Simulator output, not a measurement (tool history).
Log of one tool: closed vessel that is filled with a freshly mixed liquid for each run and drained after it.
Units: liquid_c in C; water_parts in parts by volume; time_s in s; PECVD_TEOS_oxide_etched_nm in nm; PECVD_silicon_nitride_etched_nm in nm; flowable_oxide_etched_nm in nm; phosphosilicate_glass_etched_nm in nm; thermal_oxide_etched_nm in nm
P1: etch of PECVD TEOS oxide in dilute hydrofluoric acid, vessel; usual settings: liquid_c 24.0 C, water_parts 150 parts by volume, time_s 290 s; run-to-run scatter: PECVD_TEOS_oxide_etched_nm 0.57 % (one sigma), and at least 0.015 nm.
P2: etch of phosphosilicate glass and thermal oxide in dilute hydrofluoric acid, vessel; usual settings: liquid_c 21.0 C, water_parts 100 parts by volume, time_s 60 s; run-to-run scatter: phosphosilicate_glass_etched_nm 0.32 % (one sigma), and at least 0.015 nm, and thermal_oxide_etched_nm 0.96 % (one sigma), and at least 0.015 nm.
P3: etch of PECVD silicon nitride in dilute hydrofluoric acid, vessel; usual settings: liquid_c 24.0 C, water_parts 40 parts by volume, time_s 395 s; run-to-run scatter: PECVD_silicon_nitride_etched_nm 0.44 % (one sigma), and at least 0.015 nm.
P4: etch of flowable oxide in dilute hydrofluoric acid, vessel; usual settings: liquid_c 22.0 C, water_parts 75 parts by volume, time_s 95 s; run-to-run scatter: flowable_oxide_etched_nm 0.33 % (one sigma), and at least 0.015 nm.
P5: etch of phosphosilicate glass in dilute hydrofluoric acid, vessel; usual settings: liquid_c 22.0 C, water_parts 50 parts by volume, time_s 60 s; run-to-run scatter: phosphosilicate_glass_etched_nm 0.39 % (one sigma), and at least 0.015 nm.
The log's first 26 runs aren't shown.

run,hour,process,liquid_c,water_parts,time_s,hours since the thermometer was replaced,hours since the hydrofluoric acid flow meter was replaced,PECVD_TEOS_oxide_etched_nm,PECVD_silicon_nitride_etched_nm,flowable_oxide_etched_nm,phosphosilicate_glass_etched_nm,thermal_oxide_etched_nm
27,357.8,P5,22.0,50,60,764.4,784.2,,,,156.550,
28,368.0,P2,21.0,100,110,774.6,794.4,,,,176.990,4.5014
29,376.9,P3,24.0,40,600,783.5,803.3,,84.868,,,
30,385.8,P2,21.0,155,60,792.4,812.2,,,,58.473,1.4669
31,393.7,P1,24.0,150,290,800.3,820.1,34.2700,,,,
32,401.5,P1,24.0,150,290,808.1,827.9,35.1920,,,,
33,411.9,P1,24.0,150,290,818.5,838.3,35.7160,,,,
34,427.4,P1,24.0,150,290,834.0,853.8,36.6900,,,,
35,442.7,P1,24.0,150,290,849.3,869.1,36.3920,,,,
36,450.5,P1,24.0,150,290,857.1,876.9,36.4420,,,,
37,460.2,P1,24.0,150,290,866.8,886.6,36.4540,,,,
38,470.8,P1,24.0,150,290,877.4,897.2,36.5600,,,,

Run 39 comes next. What will it give?
39,480.8,P1,24.0,150,290,887.4,907.2,?,,,,

PECVD_TEOS_oxide_etched_nm: 37.2050 nm

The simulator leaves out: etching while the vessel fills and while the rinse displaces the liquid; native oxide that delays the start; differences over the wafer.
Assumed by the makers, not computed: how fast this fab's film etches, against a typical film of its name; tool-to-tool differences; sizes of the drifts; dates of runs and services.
